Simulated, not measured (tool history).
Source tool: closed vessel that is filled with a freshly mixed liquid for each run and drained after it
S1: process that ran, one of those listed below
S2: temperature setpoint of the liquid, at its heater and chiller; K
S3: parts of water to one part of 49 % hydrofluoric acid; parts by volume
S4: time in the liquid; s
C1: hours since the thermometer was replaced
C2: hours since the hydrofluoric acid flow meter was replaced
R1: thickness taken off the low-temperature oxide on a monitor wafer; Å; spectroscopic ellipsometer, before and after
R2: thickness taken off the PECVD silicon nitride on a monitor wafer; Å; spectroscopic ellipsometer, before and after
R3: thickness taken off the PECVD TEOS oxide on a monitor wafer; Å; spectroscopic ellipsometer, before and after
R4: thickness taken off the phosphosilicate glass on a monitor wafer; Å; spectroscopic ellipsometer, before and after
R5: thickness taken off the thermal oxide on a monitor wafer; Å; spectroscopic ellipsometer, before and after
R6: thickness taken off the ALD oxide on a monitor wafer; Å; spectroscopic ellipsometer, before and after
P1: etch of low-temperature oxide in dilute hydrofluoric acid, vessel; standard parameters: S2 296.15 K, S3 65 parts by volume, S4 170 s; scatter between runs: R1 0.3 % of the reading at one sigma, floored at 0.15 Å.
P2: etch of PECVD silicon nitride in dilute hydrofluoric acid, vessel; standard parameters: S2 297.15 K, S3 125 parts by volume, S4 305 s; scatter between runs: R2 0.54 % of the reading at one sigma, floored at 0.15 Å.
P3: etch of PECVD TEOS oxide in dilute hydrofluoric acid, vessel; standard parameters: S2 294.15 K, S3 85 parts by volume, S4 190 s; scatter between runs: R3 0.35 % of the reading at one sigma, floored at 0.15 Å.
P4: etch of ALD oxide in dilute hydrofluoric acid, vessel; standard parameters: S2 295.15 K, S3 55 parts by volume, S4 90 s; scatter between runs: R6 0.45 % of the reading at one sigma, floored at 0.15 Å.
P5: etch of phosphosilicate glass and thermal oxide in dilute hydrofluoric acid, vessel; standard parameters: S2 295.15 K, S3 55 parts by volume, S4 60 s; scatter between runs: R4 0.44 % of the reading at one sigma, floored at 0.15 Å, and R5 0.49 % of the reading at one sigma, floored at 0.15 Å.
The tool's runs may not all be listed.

Run 1, hour 13.9: S1 P1, S2 296.15 K, S3 65 parts by volume, S4 170 s; C1 729.3; C2 224.3. Result: R1 554.21 Å.
Run 2, hour 24.3: S1 P1, S2 290.15 K, S3 65 parts by volume, S4 290 s; C1 739.7; C2 234.7. Result: R1 731.4 Å.
Run 3, hour 37.5: S1 P1, S2 296.15 K, S3 65 parts by volume, S4 60 s; C1 752.9; C2 247.9. Result: R1 196.16 Å.
Run 4, hour 45.2: S1 P2, S2 297.15 K, S3 220 parts by volume, S4 305 s; C1 760.6; C2 255.6. Result: R2 63.667 Å.
Run 5, hour 51.6: S1 P2, S2 297.15 K, S3 125 parts by volume, S4 30 s; C1 767; C2 262. Result: R2 10.962 Å.
Run 6, hour 62.2: S1 P1, S2 304.15 K, S3 65 parts by volume, S4 170 s; C1 777.6; C2 272.6. Result: R1 762.06 Å.
Run 7, hour 73: S1 P1, S2 296.15 K, S3 65 parts by volume, S4 170 s; C1 788.4; C2 283.4. Result: R1 552.8 Å.
Run 8, hour 79.9: S1 P1, S2 290.15 K, S3 65 parts by volume, S4 170 s; C1 795.3; C2 290.3. Result: R1 432.33 Å.
Run 9, hour 87.8: S1 P2, S2 297.15 K, S3 125 parts by volume, S4 305 s; C1 803.2; C2 298.2. Result: R2 112.4 Å.
Run 10, hour 101.8: S1 P1, S2 296.15 K, S3 65 parts by volume, S4 330 s; C1 817.2; C2 312.2. Result: R1 1081.3 Å.
Run 11, hour 113.4: S1 P3, S2 294.15 K, S3 85 parts by volume, S4 190 s; C1 828.8; C2 323.8. Result: R3 233.63 Å.
Run 12, hour 127.1: S1 P3, S2 301.65 K, S3 85 parts by volume, S4 190 s; C1 842.5; C2 337.5. Result: R3 316.64 Å.
Run 13, hour 136.1: S1 P1, S2 296.15 K, S3 65 parts by volume, S4 170 s; C1 851.5; C2 346.5. Result: R1 554.9 Å.
Run 14, hour 145.4: S1 P1, S2 296.15 K, S3 65 parts by volume, S4 170 s; C1 860.8; C2 355.8. Result: R1 554.95 Å.
Run 15, hour 157.9: S1 P5, S2 295.15 K, S3 55 parts by volume, S4 60 s; C1 873.3; C2 368.3. Result: R4 808.74 Å, R5 49.343 Å.
Run 16, hour 168.5: S1 P1, S2 296.15 K, S3 65 parts by volume, S4 170 s; C1 883.9; C2 378.9. Result: R1 555.69 Å.
Run 17, hour 178.8: S1 P5, S2 295.15 K, S3 100 parts by volume, S4 60 s; C1 894.2; C2 389.2. Result: R4 421.66 Å, R5 25.698 Å.
Run 18, hour 190.2: S1 P1, S2 296.15 K, S3 20 parts by volume, S4 170 s; C1 905.6; C2 400.6. Result: R1 1914.6 Å.
Run 19, hour 199.5: S1 P1, S2 296.15 K, S3 90 parts by volume, S4 170 s; C1 914.9; C2 409.9. Result: R1 388.83 Å.
Run 20, hour 212.9: S1 P4, S2 295.15 K, S3 55 parts by volume, S4 135 s; C1 928.3; C2 423.3. Result: R6 611.85 Å.
Run 21, hour 224.2: S1 P4, S2 295.15 K, S3 55 parts by volume, S4 90 s; C1 939.6; C2 434.6. Result: R6 407.23 Å.
Run 22, hour 232: S1 P3, S2 294.15 K, S3 85 parts by volume, S4 105 s; C1 947.4; C2 442.4. Result: R3 130.1 Å.
Run 23, hour 241: S1 P2, S2 303.15 K, S3 125 parts by volume, S4 305 s; C1 956.4; C2 451.4. Result: R2 161.48 Å.
Run 24, hour 253.7: S1 P2, S2 297.15 K, S3 125 parts by volume, S4 305 s; C1 969.1; C2 464.1. Result: R2 111.84 Å.
Run 25, hour 264.8: S1 P5, S2 295.15 K, S3 55 parts by volume, S4 105 s; C1 980.2; C2 475.2. Result: R4 1407.5 Å, R5 86.247 Å.
Run 26, hour 278.8: S1 P4, S2 295.15 K, S3 25 parts by volume, S4 90 s; C1 994.2; C2 489.2. Result: R6 931.38 Å.
Run 27, hour 289.1: S1 P1, S2 300.15 K, S3 95 parts by volume, S4 170 s; C1 1004.5; C2 499.5. Result: R1 428.3 Å.
Run 28, hour 300.3: S1 P4, S2 295.15 K, S3 55 parts by volume, S4 90 s; C1 1015.7; C2 510.7. Result: R6 407.98 Å.
Run 29, hour 312.1: S1 P4, S2 290.15 K, S3 55 parts by volume, S4 90 s; C1 1027.5; C2 522.5. Result: R6 330.93 Å.
Run 30, hour 325.7: S1 P3, S2 294.15 K, S3 25 parts by volume, S4 190 s; C1 1041.1; C2 536.1. Result: R3 861.19 Å.
Run 31, hour 335: S1 P5, S2 290.65 K, S3 55 parts by volume, S4 60 s; C1 1050.4; C2 545.4. Result: R4 669.81 Å, R5 40.449 Å.
Run 32, hour 342.3: S1 P1, S2 296.15 K, S3 65 parts by volume, S4 170 s; C1 1057.7; C2 552.7. Result: R1 554.81 Å.
Run 33, hour 348.5: S1 P1, S2 296.15 K, S3 65 parts by volume, S4 170 s; C1 1063.9; C2 558.9. Result: R1 568.74 Å.
Run 34, hour 360.1: S1 P1, S2 296.15 K, S3 65 parts by volume, S4 170 s; C1 1075.5; C2 570.5. Result: R1 586.83 Å.
Run 35, hour 371.8: S1 P1, S2 296.15 K, S3 65 parts by volume, S4 170 s; C1 1087.2; C2 582.2. Result: R1 599.01 Å.
Run 36, hour 379.7: S1 P1, S2 296.15 K, S3 65 parts by volume, S4 170 s; C1 1095.1; C2 590.1. Result: R1 603.09 Å.
Run 37, hour 391.7: S1 P1, S2 296.15 K, S3 65 parts by volume, S4 170 s; C1 1107.1; C2 602.1. Result: R1 608.7 Å.
Run 38, hour 399.2: S1 P1, S2 296.15 K, S3 65 parts by volume, S4 170 s; C1 1114.6; C2 609.6. Result: R1 606.99 Å.
Run 39, hour 406.4: S1 P1, S2 296.15 K, S3 65 parts by volume, S4 170 s; C1 1121.8; C2 616.8. Result: R1 607.8 Å.
Run 40, hour 417.7: S1 P1, S2 296.15 K, S3 65 parts by volume, S4 170 s; C1 1133.1; C2 628.1. Result: R1 609.4 Å.

Something has made what P1 gives creep away from where it was; the 2 causes below, each at its own stated size, fit the log equally well:
A: hydrofluoric acid flow above the setpoint (%) = 9.03
B: liquid hotter than its thermometer reads (K) = 2.3
At approximately hour 342.3, the process output began to creep.

Each of the 4 check runs below uses one wafer; its results are left as question marks. Which run tells the causes apart?
Run check 1, hour 429: S1 P5, S2 295.15 K, S3 55 parts by volume, S4 60 s. Result: R4 ?, R5 ?.
Run check 2, hour 429: S1 P4, S2 295.15 K, S3 55 parts by volume, S4 90 s. Result: R6 ?.
Run check 3, hour 429: S1 P2, S2 297.15 K, S3 125 parts by volume, S4 305 s. Result: R2 ?.
Run check 4, hour 429: S1 P3, S2 294.15 K, S3 85 parts by volume, S4 190 s. Result: R3 ?.

Outcome of each check run for each possible cause:
  check  result    if A    if B
check 1      R4  891.76  894.12
check 1      R5    53.6  53.742
check 2      R6  447.76  448.94
check 3      R2  121.16  129.05
check 4      R3  258.54  258.25
Minimum pairwise separation of causes per check, each pair taken at its best-separating result: check 1 0.26 %; check 2 0.26 %; check 3 6.31 %; check 4 0.11 %
Only in check 3 would the causes give clearly different results; in the remaining checks their results would be nearly the same.

Here is what check 3 returned: R2 120.54 Å. Which cause is it?

The cause is A: hydrofluoric acid flow above the setpoint (%).

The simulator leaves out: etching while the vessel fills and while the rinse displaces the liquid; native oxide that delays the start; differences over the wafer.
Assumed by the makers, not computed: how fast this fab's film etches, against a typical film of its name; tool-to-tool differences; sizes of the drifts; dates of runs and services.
